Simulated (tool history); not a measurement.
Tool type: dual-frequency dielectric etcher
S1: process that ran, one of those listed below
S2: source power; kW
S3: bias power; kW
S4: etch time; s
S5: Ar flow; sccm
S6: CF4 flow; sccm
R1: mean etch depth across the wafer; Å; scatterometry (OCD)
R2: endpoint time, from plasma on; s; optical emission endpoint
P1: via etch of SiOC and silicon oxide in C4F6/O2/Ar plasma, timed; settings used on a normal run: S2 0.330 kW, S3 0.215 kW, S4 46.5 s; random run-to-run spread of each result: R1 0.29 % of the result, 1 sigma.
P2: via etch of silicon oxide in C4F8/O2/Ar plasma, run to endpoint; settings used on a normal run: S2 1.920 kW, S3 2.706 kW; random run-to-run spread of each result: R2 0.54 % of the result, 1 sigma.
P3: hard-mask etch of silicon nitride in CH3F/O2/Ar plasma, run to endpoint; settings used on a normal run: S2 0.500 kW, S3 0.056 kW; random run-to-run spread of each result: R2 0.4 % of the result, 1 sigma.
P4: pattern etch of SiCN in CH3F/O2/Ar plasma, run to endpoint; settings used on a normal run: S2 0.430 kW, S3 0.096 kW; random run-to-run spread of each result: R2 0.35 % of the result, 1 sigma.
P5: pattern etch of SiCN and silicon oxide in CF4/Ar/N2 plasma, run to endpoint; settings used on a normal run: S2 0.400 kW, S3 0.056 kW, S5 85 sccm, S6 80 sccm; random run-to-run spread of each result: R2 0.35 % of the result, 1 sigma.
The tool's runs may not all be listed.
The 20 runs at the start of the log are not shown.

run 21 hour=194.5 | S1=P1 S2=0.440 S3=0.215 S4=46.5 | R1=567.84
run 22 hour=207.2 | S1=P2 S2=1.920 S3=2.706 | R2=230.880
run 23 hour=220.5 | S1=P2 S2=1.920 S3=2.706 | R2=231.620
run 24 hour=228.4 | S1=P5 S2=0.310 S3=0.056 S5=85 S6=80 | R2=17.070
run 25 hour=239.5 | S1=P1 S2=0.330 S3=0.150 S4=46.5 | R1=454.02
run 26 hour=250.1 | S1=P5 S2=0.400 S3=0.056 S5=85 S6=80 | R2=13.661
run 27 hour=263.2 | S1=P4 S2=0.430 S3=0.096 | R2=20.150
run 28 hour=271.1 | S1=P1 S2=0.430 S3=0.250 S4=46.5 | R1=592.16
run 29 hour=278.2 | S1=P1 S2=0.330 S3=0.215 S4=46.5 | R1=509.12
run 30 hour=290.9 | S1=P5 S2=0.400 S3=0.056 S5=66 S6=80 | R2=13.133
run 31 hour=300.3 | S1=P5 S2=0.400 S3=0.056 S5=85 S6=53 | R2=14.430
run 32 hour=313.6 | S1=P4 S2=0.430 S3=0.096 | R2=20.125
run 33 hour=322.7 | S1=P1 S2=0.330 S3=0.215 S4=46.5 | R1=508.55
run 34 hour=329.6 | S1=P1 S2=0.330 S3=0.215 S4=46.5 | R1=505.87
run 35 hour=339.8 | S1=P1 S2=0.330 S3=0.215 S4=46.5 | R1=502.21
run 36 hour=347.4 | S1=P1 S2=0.330 S3=0.215 S4=46.5 | R1=500.90
run 37 hour=357.9 | S1=P1 S2=0.330 S3=0.215 S4=46.5 | R1=503.38
run 38 hour=368.7 | S1=P1 S2=0.330 S3=0.215 S4=46.5 | R1=500.56
-- hour=371.2 wet clean of the chamber
run 39 hour=380.2 | S1=P1 S2=0.330 S3=0.215 S4=46.5 | R1=501.48
run 40 hour=390.9 | S1=P1 S2=0.330 S3=0.215 S4=46.5 | R1=501.48
run 41 hour=402.7 | S1=P1 S2=0.330 S3=0.215 S4=46.5 | R1=502.67
run 42 hour=408.6 | S1=P1 S2=0.330 S3=0.215 S4=46.5 | R1=503.66

Run 43 has not been measured yet. What should we expect?
run 43 hour=414.6 | S1=P1 S2=0.330 S3=0.215 S4=46.5 | R1=?

R1: 502.65 Å
